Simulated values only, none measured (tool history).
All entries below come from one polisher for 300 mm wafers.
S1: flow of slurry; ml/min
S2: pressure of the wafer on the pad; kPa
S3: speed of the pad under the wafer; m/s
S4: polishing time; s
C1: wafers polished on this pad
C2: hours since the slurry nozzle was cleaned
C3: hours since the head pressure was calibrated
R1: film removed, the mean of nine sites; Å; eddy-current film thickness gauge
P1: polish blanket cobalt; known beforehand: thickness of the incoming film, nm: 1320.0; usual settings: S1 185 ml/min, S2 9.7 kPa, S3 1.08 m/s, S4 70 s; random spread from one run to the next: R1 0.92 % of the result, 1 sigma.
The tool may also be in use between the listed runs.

run,hour,S1,S2,S3,S4,C1,C2,C3,R1
1,5.7,185,9.7,1.08,70,1168,160.9,935.6,2691.1
2,11.5,250,9.7,1.08,70,1202,166.7,941.4,2825.5
3,20.4,185,4.1,1.08,70,1254,175.6,950.3,1165.8
4,29.6,185,9.7,1.08,70,1308,184.8,959.5,2748.5
5,34,185,9.7,1.08,70,1334,189.2,963.9,2689.8
6,43.3,185,9.7,1.08,70,1389,198.5,973.2,2733.9
7,49.7,135,11.7,1.08,70,1426,204.9,979.6,3158.5
8,59.1,255,9.7,1.08,98,1482,214.3,989,3960.9
9,65.2,115,9.7,1.08,70,1517,220.4,995.1,2513.2
10,74.9,185,9.7,1.08,110,1574,230.1,1004.8,4303.4
11,83.6,185,15.2,1.08,70,1625,238.8,1013.5,4290.5
12,88.3,185,9.7,1.08,70,1653,243.5,1018.2,2723.6
13,95.4,185,9.7,0.74,35,1695,250.6,1025.3,931.14
14,102,185,9.7,0.48,70,1733,257.2,1031.9,1207.7
15,111.9,185,9.7,1.4,70,1792,267.1,1041.8,3577.7

For run 16, what comes out?
16,118.9,185,9.7,1.08,36,1833,274.1,1048.8,?

For run 16 the tool returned R1 1392.3 Å.
